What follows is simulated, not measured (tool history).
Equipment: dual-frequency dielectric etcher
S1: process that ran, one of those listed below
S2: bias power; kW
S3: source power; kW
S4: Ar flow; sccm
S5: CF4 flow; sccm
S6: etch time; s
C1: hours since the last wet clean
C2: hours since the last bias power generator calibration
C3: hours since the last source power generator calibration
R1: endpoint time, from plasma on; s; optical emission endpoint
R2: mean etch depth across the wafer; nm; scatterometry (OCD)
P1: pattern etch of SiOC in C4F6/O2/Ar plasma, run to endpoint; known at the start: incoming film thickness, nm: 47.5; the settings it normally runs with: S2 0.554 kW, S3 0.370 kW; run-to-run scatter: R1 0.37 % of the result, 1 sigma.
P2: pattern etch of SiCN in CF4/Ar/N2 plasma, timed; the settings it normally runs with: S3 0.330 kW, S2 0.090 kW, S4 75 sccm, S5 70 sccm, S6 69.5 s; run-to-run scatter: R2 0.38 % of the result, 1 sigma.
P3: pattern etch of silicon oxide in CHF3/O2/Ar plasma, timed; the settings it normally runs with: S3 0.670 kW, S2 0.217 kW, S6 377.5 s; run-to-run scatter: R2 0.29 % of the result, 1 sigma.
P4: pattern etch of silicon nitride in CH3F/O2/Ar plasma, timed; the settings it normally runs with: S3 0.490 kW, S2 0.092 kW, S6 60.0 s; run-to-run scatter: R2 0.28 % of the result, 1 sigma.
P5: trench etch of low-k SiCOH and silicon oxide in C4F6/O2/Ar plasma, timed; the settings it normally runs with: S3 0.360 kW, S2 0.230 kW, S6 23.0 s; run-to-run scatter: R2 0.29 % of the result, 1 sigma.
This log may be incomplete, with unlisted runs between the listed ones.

run   hour  S1     S2     S3  S4  S5     S6     C1      C2      C3      R1       R2
  1    8.8  P1  0.554  0.370                 100.1   818.7  2320.6  16.159
  2   17.2  P1  0.554  0.370                 108.5   827.1  2329.0  16.157
  3   26.3  P2  0.090  0.330  48  70   69.5  117.6   836.2  2338.1           53.315
  4   32.2  P2  0.090  0.330  75  70   69.5  123.5   842.1  2344.0           50.256
  5   41.9  P1  0.689  0.440                 133.2   851.8  2353.7  13.819
  6   50.4  P4  0.092  0.490           60.0  141.7   860.3  2362.2           48.344
  7   59.7  P5  0.142  0.360           23.0  151.0   869.6  2371.5           64.558
  8   69.5  P2  0.090  0.330  75  70   69.5  160.8   879.4  2381.3           50.503
  9   78.8  P2  0.090  0.330  75  89   69.5  170.1   888.7  2390.6           51.622
 10   83.8  P2  0.125  0.330  75  70   69.5  175.1   893.7  2395.6           56.679
 11   92.8  P3  0.217  0.930          377.5  184.1   902.7  2404.6          947.380
 12   97.9  P1  0.365  0.470                 189.2   907.8  2409.7  17.251
 13  107.0  P3  0.217  0.670          377.5  198.3   916.9  2418.8          832.320
 14  116.3  P2  0.090  0.330  75  70   42.0  207.6   926.2  2428.1           30.311
 15  123.3  P1  0.347  0.370                 214.6   933.2  2435.1  19.139
 16  131.1  P3  0.147  0.670          377.5  222.4   941.0  2442.9          729.840
 17  139.5  P1  0.554  0.370                 230.8   949.4  2451.3  16.152
 18  147.3  P3  0.217  0.670          269.5  238.6   957.2  2459.1          596.350
 19  154.5  P1  0.554  0.370                 245.8   964.4  2466.3  16.096
 20  161.8  P1  0.554  0.240                 253.1   971.7  2473.6  18.875
 21  171.6  P4  0.092  0.490           33.0  262.9   981.5  2483.4           26.424
 22  182.2  P2  0.090  0.250  75  70   69.5  273.5   992.1  2494.0           39.435
 23  187.9  P1  0.554  0.370                 279.2   997.8  2499.7  16.152
 24  192.9  P5  0.230  0.240           23.0  284.2  1002.8  2504.7           64.263
 25  201.6  P1  0.703  0.440                 292.9  1011.5  2513.4  13.815
 26  211.3  P5  0.230  0.360           14.0  302.6  1021.2  2523.1           45.858
 27  217.3  P1  0.554  0.370                 308.6  1027.2  2529.1  16.233
 28  225.2  P1  0.554  0.480                 316.5  1035.1  2537.0  14.597
 29  231.3  P5  0.230  0.360           23.0  322.6  1041.2  2543.1           75.445
 30  237.8  P3  0.217  0.670          377.5  329.1  1047.7  2549.6          836.720
 31  245.7  P4  0.092  0.610           60.0  337.0  1055.6  2557.5           52.221
 32  250.5  P1  0.738  0.370                 341.8  1060.4  2562.3  14.413
 33  257.7  P4  0.092  0.490           60.0  349.0  1067.6  2569.5           48.164
 34  267.2  P4  0.058  0.490           60.0  358.5  1077.1  2579.0           41.330
 35  278.2  P1  0.554  0.370                 369.5  1088.1  2590.0  16.082
 36  284.3  P1  0.554  0.370                 375.6  1094.2  2596.1  16.281
 37  292.8  P1  0.554  0.370                 384.1  1102.7  2604.6  16.327

Predict the results of run 38:
 38  300.5  P1  0.554  0.370              391.8  1110.4  2612.3   ?

R1: 16.493 s
